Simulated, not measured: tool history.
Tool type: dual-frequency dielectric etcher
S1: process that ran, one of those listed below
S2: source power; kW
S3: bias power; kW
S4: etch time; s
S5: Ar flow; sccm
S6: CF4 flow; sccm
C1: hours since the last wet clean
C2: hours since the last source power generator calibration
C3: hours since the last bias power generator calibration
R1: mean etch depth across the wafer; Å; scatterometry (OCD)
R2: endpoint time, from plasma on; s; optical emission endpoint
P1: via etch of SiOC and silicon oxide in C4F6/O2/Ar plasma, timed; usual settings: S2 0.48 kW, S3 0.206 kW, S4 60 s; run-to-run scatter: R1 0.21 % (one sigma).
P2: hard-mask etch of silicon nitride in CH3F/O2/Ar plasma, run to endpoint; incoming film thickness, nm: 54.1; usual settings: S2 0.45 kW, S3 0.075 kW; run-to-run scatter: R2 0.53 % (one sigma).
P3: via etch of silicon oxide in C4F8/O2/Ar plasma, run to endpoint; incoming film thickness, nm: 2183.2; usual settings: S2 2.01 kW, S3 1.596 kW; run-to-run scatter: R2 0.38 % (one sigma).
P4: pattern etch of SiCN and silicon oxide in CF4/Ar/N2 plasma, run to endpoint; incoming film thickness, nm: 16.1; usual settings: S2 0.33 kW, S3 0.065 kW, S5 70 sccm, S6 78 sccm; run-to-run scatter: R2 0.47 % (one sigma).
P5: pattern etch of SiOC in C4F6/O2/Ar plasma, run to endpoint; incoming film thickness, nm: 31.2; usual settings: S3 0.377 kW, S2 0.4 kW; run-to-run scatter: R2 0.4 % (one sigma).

| run | hour | S1 | S2 | S3 | S4 | S5 | S6 | C1 | C2 | C3 | R1 | R2 |
|---|---|---|---|---|---|---|---|---|---|---|---|---|
| 1 | 2.8 | P1 | 0.48 | 0.206 | 60 |  |  | 296.7 | 1366.8 | 2549.7 | 750.08 |  |
| 2 | 6 | P1 | 0.48 | 0.266 | 88 |  |  | 299.9 | 1370 | 2552.9 | 1200.7 |  |
| 3 | 8.4 | P4 | 0.33 | 0.065 |  | 70 | 78 | 302.3 | 1372.4 | 2555.3 |  | 24.202 |
| 4 | 12.3 | P1 | 0.48 | 0.258 | 60 |  |  | 306.2 | 1376.3 | 2559.2 | 808 |  |
| 5 | 16 | P5 | 0.4 | 0.239 |  |  |  | 309.9 | 1380 | 2562.9 |  | 13.683 |
| 6 | 19.4 | P3 | 2.01 | 0.971 |  |  |  | 313.3 | 1383.4 | 2566.3 |  | 523.7 |
| 7 | 22.7 | P2 | 0.45 | 0.075 |  |  |  | 316.6 | 1386.7 | 2569.6 |  | 71.909 |
| 8 | 27.1 | P4 | 0.42 | 0.065 |  | 70 | 78 | 321 | 1391.1 | 2574 |  | 19.463 |
| 9 | 30.3 | P1 | 0.64 | 0.206 | 60 |  |  | 324.2 | 1394.3 | 2577.2 | 842.5 |  |
| 10 | 34.2 | P1 | 0.48 | 0.206 | 60 |  |  | 328.1 | 1398.2 | 2581.1 | 753.26 |  |
| 11 | 38.5 | P1 | 0.48 | 0.206 | 60 |  |  | 332.4 | 1402.5 | 2585.4 | 748.88 |  |
| 12 | 41.9 | P4 | 0.33 | 0.065 |  | 70 | 48 | 335.8 | 1405.9 | 2588.8 |  | 25.73 |
| 13 | 44.3 | P2 | 0.31 | 0.075 |  |  |  | 338.2 | 1408.3 | 2591.2 |  | 82.964 |
| 14 | 48.1 | P1 | 0.29 | 0.206 | 80.5 |  |  | 342 | 1412.1 | 2595 | 828.31 |  |
| 15 | 50.8 | P5 | 0.27 | 0.377 |  |  |  | 344.7 | 1414.8 | 2597.7 |  | 13.566 |
| 16 | 52.8 | P1 | 0.34 | 0.123 | 60 |  |  | 346.7 | 1416.8 | 2599.7 | 559.05 |  |
| 17 | 56.2 | P1 | 0.48 | 0.206 | 38.5 |  |  | 350.1 | 1420.2 | 2603.1 | 481.67 |  |
| 18 | 60.4 | P3 | 2.76 | 1.596 |  |  |  | 354.3 | 1424.4 | 2607.3 |  | 406.98 |
| 19 | 63.7 | P4 | 0.33 | 0.065 |  | 90 | 78 | 357.6 | 1427.7 | 2610.6 |  | 25.057 |
| 20 | 66.9 | P1 | 0.48 | 0.206 | 87 |  |  | 360.8 | 1430.9 | 2613.8 | 1090.1 |  |
| 21 | 69.6 | P4 | 0.33 | 0.085 |  | 70 | 78 | 363.5 | 1433.6 | 2616.5 |  | 21.972 |
| 22 | 72.2 | P1 | 0.48 | 0.206 | 60 |  |  | 366.1 | 1436.2 | 2619.1 | 751 |  |
|  | 76.4 | wet clean of the chamber |
| 23 | 76.5 | P2 | 0.45 | 0.044 |  |  |  | 0.2 | 1440.5 | 2623.4 |  | 84.962 |
| 24 | 79.2 | P1 | 0.48 | 0.146 | 60 |  |  | 2.9 | 1443.2 | 2626.1 | 674.12 |  |
| 25 | 82 | P2 | 0.45 | 0.075 |  |  |  | 5.7 | 1446 | 2628.9 |  | 72.201 |
| 26 | 84.2 | P1 | 0.39 | 0.206 | 60 |  |  | 7.9 | 1448.2 | 2631.1 | 691.45 |  |
| 27 | 86.4 | P3 | 2.01 | 1.596 |  |  |  | 10.1 | 1450.4 | 2633.3 |  | 461.91 |
| 28 | 89.4 | P5 | 0.4 | 0.377 |  |  |  | 13.1 | 1453.4 | 2636.3 |  | 11.683 |
| 29 | 91.8 | P1 | 0.48 | 0.206 | 60 |  |  | 15.5 | 1455.8 | 2638.7 | 749.7 |  |
| 30 | 95.6 | P1 | 0.48 | 0.206 | 60 |  |  | 19.3 | 1459.6 | 2642.5 | 748.48 |  |
| 31 | 98.7 | P1 | 0.48 | 0.206 | 60 |  |  | 22.4 | 1462.7 | 2645.6 | 746.8 |  |
| 32 | 102.8 | P1 | 0.48 | 0.206 | 60 |  |  | 26.5 | 1466.8 | 2649.7 | 744.14 |  |
| 33 | 107 | P1 | 0.48 | 0.206 | 60 |  |  | 30.7 | 1471 | 2653.9 | 740.31 |  |
| 34 | 110.3 | P1 | 0.48 | 0.206 | 60 |  |  | 34 | 1474.3 | 2657.2 | 743.78 |  |
| 35 | 113.3 | P1 | 0.48 | 0.206 | 60 |  |  | 37 | 1477.3 | 2660.2 | 742.63 |  |
|  | 114.8 | wet clean of the chamber |
| 36 | 115.5 | P1 | 0.48 | 0.206 | 60 |  |  | 0.7 | 1479.5 | 2662.4 | 741.23 |  |
| 37 | 117.7 | P1 | 0.48 | 0.206 | 60 |  |  | 2.9 | 1481.7 | 2664.6 | 739.96 |  |
| 38 | 120.6 | P1 | 0.48 | 0.206 | 60 |  |  | 5.8 | 1484.6 | 2667.5 | 740.77 |  |
| 39 | 124 | P1 | 0.48 | 0.206 | 60 |  |  | 9.2 | 1488 | 2670.9 | 738.9 |  |
| 40 | 128.2 | P1 | 0.48 | 0.206 | 60 |  |  | 13.4 | 1492.2 | 2675.1 | 739.16 |  |

What P1 gives has crept away from where it was. These 2 causes fit the log equally well, each at the size given:
A: bias power that arrives under what is set, % = 4.57
B: source power that arrives under what is set, % = 3.87
The process output started creeping at around hour 91.8.
The rest of the possible causes, and what rules out each one:
chamber walls in a state that lowers the etch rate, %: serviced at hour 114.8, which brought nothing back

Which of the check runs below tells the causes apart, meaning the causes would give it clearly different results? Each run uses 3 wafers whose results are averaged, and each result is shown as a question mark.
| check 1 | 132.4 | P3 | 2.46 | 1.318 |  |  |  |  |  |  |  | ? |
| check 2 | 132.4 | P5 | 0.4 | 0.269 |  |  |  |  |  |  |  | ? |
| check 3 | 132.4 | P4 | 0.41 | 0.065 |  | 70 | 78 |  |  |  |  | ? |
| check 4 | 132.4 | P2 | 0.32 | 0.054 |  |  |  |  |  |  |  | ? |

Outcome of each check run for each possible cause:
| check | result | if A | if B |
|---|---|---|---|
| check 1 | R2 | 453.98 | 455.98 |
| check 2 | R2 | 13.332 | 13.323 |
| check 3 | R2 | 20.148 | 20.57 |
| check 4 | R2 | 93.293 | 93.295 |
Distance between the nearest two causes, measured in the result of the check that separates them most: check 1 0.44 %; check 2 0.07 %; check 3 2.07 %; check 4 0 %
The causes can be told apart only by check 3. The other checks would give nearly the same results under each of them.

After running check 3, the following was obtained: R2 20.626 s. Which cause does this point to?

The cause is B: source power that arrives under what is set, %.

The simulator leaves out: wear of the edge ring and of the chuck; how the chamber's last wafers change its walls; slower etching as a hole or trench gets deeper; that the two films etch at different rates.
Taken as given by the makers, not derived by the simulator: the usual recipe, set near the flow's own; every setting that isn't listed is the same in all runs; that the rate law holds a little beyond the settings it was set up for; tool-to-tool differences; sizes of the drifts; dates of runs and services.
